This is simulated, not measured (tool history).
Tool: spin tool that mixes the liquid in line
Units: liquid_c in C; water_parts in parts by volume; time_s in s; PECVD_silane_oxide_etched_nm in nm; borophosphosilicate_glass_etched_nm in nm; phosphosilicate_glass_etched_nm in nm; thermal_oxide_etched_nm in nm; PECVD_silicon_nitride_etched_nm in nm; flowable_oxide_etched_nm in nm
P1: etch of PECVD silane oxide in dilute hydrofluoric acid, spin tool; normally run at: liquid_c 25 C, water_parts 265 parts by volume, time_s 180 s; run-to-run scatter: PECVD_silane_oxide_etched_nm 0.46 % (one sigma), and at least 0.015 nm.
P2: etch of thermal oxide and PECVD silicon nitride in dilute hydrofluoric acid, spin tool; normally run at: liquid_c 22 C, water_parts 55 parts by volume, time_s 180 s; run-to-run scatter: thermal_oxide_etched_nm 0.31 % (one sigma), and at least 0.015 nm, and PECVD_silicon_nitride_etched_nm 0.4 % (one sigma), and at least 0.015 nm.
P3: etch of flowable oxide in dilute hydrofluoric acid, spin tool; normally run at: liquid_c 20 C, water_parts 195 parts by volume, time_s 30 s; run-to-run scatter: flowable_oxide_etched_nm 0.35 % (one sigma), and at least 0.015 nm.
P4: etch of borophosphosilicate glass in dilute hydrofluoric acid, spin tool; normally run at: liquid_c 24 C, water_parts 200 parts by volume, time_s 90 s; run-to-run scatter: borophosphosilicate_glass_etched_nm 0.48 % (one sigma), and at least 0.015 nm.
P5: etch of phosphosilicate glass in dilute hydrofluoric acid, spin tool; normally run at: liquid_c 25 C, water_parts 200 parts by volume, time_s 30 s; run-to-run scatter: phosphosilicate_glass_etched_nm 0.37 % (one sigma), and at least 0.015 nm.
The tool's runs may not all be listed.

run	day	process	liquid_c	water_parts	time_s	PECVD_silane_oxide_etched_nm	borophosphosilicate_glass_etched_nm	phosphosilicate_glass_etched_nm	thermal_oxide_etched_nm	PECVD_silicon_nitride_etched_nm	flowable_oxide_etched_nm
1	0.512	P1	25	265	180	12.928					
2	0.908	P1	25	75	180	56.772					
3	1.4	P1	25	265	60	4.3043					
4	1.779	P4	24	200	90		26.236				
5	2.267	P5	25	285	30			18.075			
6	2.812	P2	22	55	15				1.2164	0.78211	
7	3.112	P3	20	195	55						13.216
8	3.404	P1	20	265	180	10.839					
9	3.912	P5	25	200	30			28.177			
10	4.238	P4	24	200	90		26.402				
11	4.638	P2	17	55	180				11.53	6.4371	
12	5.154	P1	25	375	180	8.1645					
13	5.621	P1	20	90	180	37.763					
14	5.917	P5	19.5	200	30			22.985			
15	6.467	P1	25	265	180	13.023					
16	6.929	P1	25	265	320	23.004					
17	7.212	P3	26	195	30						9.0314
18	7.733	P4	24	200	15		4.3886				
19	8.054	P4	24	325	90		14.311				
20	8.55	P3	20	195	30						7.2124
21	8.854	P5	25	200	60			56.316			
22	9.333	P3	20	280	30						4.6488
23	9.654	P1	25	265	180	12.979					
24	10.112	P1	25	265	180	12.882					
25	10.621	P2	22	55	180				14.258	9.2284	
# day 11.154: hydrofluoric acid flow meter replaced
26	11.196	P4	17	200	90		20.092				
27	11.767	P1	32	265	180	16.359					

The next listed run, before its measurement:
28	12.333	P5	25	200	30			?			

{"run 28": {"phosphosilicate_glass_etched_nm": 28.205}}

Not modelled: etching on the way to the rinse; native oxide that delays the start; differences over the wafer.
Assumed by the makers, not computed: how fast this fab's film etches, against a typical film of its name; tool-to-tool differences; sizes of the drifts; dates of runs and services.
